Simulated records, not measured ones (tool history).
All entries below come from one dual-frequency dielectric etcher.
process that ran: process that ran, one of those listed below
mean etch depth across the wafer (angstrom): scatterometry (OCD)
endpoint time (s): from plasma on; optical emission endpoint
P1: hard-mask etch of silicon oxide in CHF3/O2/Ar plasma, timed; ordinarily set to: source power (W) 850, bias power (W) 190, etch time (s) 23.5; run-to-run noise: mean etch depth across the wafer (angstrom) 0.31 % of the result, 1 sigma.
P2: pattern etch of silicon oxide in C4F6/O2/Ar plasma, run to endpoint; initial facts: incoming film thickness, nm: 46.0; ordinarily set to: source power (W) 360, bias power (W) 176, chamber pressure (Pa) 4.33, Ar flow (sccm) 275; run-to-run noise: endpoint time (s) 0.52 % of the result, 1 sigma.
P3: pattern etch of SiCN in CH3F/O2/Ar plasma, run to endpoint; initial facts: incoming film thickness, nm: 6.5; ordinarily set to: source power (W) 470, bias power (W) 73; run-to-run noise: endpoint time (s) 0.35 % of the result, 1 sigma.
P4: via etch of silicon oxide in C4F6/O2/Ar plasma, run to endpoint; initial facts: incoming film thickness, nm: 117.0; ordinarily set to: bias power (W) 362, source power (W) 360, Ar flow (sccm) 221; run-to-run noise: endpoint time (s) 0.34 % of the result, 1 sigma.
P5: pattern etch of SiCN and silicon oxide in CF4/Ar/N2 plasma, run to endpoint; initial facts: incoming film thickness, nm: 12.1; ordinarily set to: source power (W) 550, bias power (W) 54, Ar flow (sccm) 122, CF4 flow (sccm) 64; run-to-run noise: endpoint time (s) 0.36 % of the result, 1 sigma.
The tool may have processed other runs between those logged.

run,hour,process that ran,source power (W),bias power (W),etch time (s),Ar flow (sccm),chamber pressure (Pa),CF4 flow (sccm),hours since the last wet clean,hours since the last source power generator calibration,hours since the last bias power generator calibration,mean etch depth across the wafer (angstrom),endpoint time (s)
1,2.2,P1,850,190,23.5,,,,388.6,1398.7,1653.4,524.72,
2,6.4,P1,680,190,23.5,,,,392.8,1402.9,1657.6,481.41,
3,8.9,P4,360,362,,283,,,395.3,1405.4,1660.1,,30.204
4,13.1,P1,850,190,18,,,,399.5,1409.6,1664.3,404.84,
5,16.2,P2,360,176,,275,4.33,,402.6,1412.7,1667.4,,15.079
6,20.8,P5,550,54,,122,,64,407.2,1417.3,1672,,13.124
7,25.1,P1,850,129,23.5,,,,411.5,1421.6,1676.3,464.42,
8,29.3,P3,470,57,,,,,415.7,1425.8,1680.5,,17.655
9,32.3,P4,360,485,,221,,,418.7,1428.8,1683.5,,26.508
10,35.2,P1,850,190,23.5,,,,421.6,1431.7,1686.4,524.07,
11,39.8,P5,550,54,,122,,48,426.2,1436.3,1691,,13.803
12,42.1,P1,1010,190,23.5,,,,428.5,1438.6,1693.3,562.82,
13,45.1,P4,360,362,,221,,,431.5,1441.6,1696.3,,29.449
14,47.5,P1,850,237,23.5,,,,433.9,1444,1698.7,568.58,
15,52.2,P3,470,73,,,,,438.6,1448.7,1703.4,,16.241
16,54.5,P3,580,73,,,,,440.9,1451,1705.7,,14.963
17,58.3,P1,850,190,23.5,,,,444.7,1454.8,1709.5,525.22,
18,60.6,P1,850,190,23.5,,,,447,1457.1,1711.8,526.35,
19,64.5,P2,360,176,,179,4.33,,450.9,1461,1715.7,,14.64
20,66.9,P2,490,176,,275,4.33,,453.3,1463.4,1718.1,,13.498
21,69.5,P3,470,73,,,,,455.9,1466,1720.7,,16.299
22,74,P4,260,362,,221,,,460.4,1470.5,1725.2,,33.224
23,78.3,P5,340,54,,122,,64,464.7,1474.8,1729.5,,20.112
24,82.8,P5,550,36,,122,,64,469.2,1479.3,1734,,14.889
25,86.2,P5,550,54,,152,,64,472.6,1482.7,1737.4,,13.579
26,88.7,P2,360,136,,275,4.33,,475.1,1485.2,1739.9,,16.395
27,92,P1,850,190,30.5,,,,478.4,1488.5,1743.2,681.4,
28,94.8,P5,550,54,,122,,64,481.2,1491.3,1746,,13.101
29,96.9,P1,850,190,23.5,,,,483.3,1493.4,1748.1,522.09,
30,99.6,P2,360,176,,275,5.93,,486,1496.1,1750.8,,15.785
31,103,P1,850,134,33.5,,,,489.4,1499.5,1754.2,669.74,
32,105.4,P1,850,190,23.5,,,,491.8,1501.9,1756.6,524.11,
33,108.9,P1,850,190,23.5,,,,495.3,1505.4,1760.1,527.3,
34,112.9,P1,850,190,23.5,,,,499.3,1509.4,1764.1,533.36,
35,117.5,P1,850,190,23.5,,,,503.9,1514,1768.7,532.74,
36,121.9,P1,850,190,23.5,,,,508.3,1518.4,1773.1,530.46,
37,126.4,P1,850,190,23.5,,,,512.8,1522.9,1777.6,532.12,
# hour 127.3: wet clean of the chamber
38,130.3,P1,850,190,23.5,,,,3,1526.8,1781.5,531.52,
39,132.8,P1,850,190,23.5,,,,5.5,1529.3,1784,533.37,
40,135.5,P1,850,190,23.5,,,,8.2,1532,1786.7,534.77,

What P1 gives has crept off from where it sat before. The 2 causes that follow fit the log equally well, each at the size noted:
A: source power that arrives over what is set, % = 4.07
B: bias power that arrives over what is set, % = 4.7
The gradual shift began around hour 105.4.
Each remaining cause and why it is not a fit:
chamber walls in a state that raises the etch rate, %: maintenance at hour 127.3, after the shift began, did not return the process to its former output

Consider the 4 check runs below, whose results appear as question marks and each of which averages 2 wafers. Which one distinguishes the causes, in that each cause would give it a clearly different result?
check 1,138.2,P4,360,362,,221,,,,,,,?
check 2,138.2,P3,470,73,,,,,,,,,?
check 3,138.2,P5,550,54,,122,,64,,,,,?
check 4,138.2,P2,360,176,,275,4.33,,,,,,?

What each check would give under each cause:
check,result,if A,if B
check 1,endpoint time (s),29.059,29.013
check 2,endpoint time (s),15.955,15.937
check 3,endpoint time (s),12.642,12.901
check 4,endpoint time (s),14.982,14.996
Gap, in per cent, between the two causes that each check separates least, read from the result that separates them most: check 1 0.16 %; check 2 0.11 %; check 3 2.03 %; check 4 0.09 %
The causes can be told apart only by check 3. The other checks would give nearly the same results under each of them.

Check 3 was then run and gave: endpoint time (s) 12.931. Which cause is it?

The cause is B: bias power that arrives over what is set, %.

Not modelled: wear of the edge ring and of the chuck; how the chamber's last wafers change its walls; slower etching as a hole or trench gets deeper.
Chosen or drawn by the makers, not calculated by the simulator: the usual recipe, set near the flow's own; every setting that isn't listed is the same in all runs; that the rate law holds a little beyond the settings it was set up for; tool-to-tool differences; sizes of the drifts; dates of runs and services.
